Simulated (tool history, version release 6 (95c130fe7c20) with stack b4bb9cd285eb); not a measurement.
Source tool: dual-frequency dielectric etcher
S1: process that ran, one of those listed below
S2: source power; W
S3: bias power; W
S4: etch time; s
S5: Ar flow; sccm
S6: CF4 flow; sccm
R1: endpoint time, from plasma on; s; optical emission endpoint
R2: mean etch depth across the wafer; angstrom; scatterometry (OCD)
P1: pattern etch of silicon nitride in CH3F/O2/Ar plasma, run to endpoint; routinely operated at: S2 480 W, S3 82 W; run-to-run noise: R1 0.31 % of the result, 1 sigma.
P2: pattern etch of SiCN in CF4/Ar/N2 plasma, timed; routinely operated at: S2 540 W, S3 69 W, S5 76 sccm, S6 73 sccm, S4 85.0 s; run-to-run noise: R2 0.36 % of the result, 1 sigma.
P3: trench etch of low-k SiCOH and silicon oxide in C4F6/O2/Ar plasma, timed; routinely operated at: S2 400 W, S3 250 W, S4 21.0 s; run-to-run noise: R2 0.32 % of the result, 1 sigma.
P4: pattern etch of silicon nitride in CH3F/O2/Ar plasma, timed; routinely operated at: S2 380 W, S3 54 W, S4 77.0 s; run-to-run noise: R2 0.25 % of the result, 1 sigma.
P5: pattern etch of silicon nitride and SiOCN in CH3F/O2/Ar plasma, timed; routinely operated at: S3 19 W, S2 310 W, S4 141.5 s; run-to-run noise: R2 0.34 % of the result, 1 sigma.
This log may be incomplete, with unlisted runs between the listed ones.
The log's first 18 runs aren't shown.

| run | hour | S1 | S2 | S3 | S4 | S5 | S6 | R1 | R2 |
|---|---|---|---|---|---|---|---|---|---|
| 19 | 92.1 | P3 | 400 | 250 | 21.0 |  |  |  | 714.34 |
| 20 | 97.7 | P2 | 540 | 89 | 85.0 | 76 | 73 |  | 966.37 |
| 21 | 101.4 | P2 | 540 | 69 | 85.0 | 48 | 73 |  | 940.90 |
| 22 | 105.7 | P1 | 480 | 82 |  |  |  | 33.700 |  |
| 23 | 109.1 | P1 | 480 | 82 |  |  |  | 33.813 |  |
| 24 | 112.7 | P4 | 380 | 54 | 77.0 |  |  |  | 473.54 |
| 25 | 117.7 | P4 | 380 | 54 | 77.0 |  |  |  | 473.65 |
|  | 118.5 | bias power generator calibrated |
| 26 | 123.4 | P2 | 540 | 69 | 85.0 | 76 | 73 |  | 888.89 |
| 27 | 127.1 | P1 | 480 | 82 |  |  |  | 33.630 |  |
| 28 | 130.4 | P3 | 400 | 177 | 21.0 |  |  |  | 641.77 |
| 29 | 133.7 | P1 | 480 | 52 |  |  |  | 39.386 |  |
| 30 | 139.6 | P4 | 380 | 32 | 77.0 |  |  |  | 404.71 |
| 31 | 142.9 | P2 | 540 | 69 | 123.5 | 76 | 73 |  | 1289.70 |
| 32 | 146.3 | P1 | 480 | 82 |  |  |  | 33.723 |  |
| 33 | 150.4 | P1 | 480 | 82 |  |  |  | 33.380 |  |
| 34 | 155.1 | P1 | 480 | 82 |  |  |  | 33.399 |  |
| 35 | 158.7 | P1 | 480 | 82 |  |  |  | 33.372 |  |
| 36 | 161.5 | P1 | 480 | 82 |  |  |  | 33.289 |  |
| 37 | 164.2 | P1 | 480 | 82 |  |  |  | 33.249 |  |
| 38 | 167.2 | P1 | 480 | 82 |  |  |  | 33.130 |  |

What does the tool deliver on the next run?
|  | 170.5 | wet clean of the chamber |
| 39 | 173.3 | P1 | 480 | 82 |  |  |  | ? |  |

R1: 33.247 s

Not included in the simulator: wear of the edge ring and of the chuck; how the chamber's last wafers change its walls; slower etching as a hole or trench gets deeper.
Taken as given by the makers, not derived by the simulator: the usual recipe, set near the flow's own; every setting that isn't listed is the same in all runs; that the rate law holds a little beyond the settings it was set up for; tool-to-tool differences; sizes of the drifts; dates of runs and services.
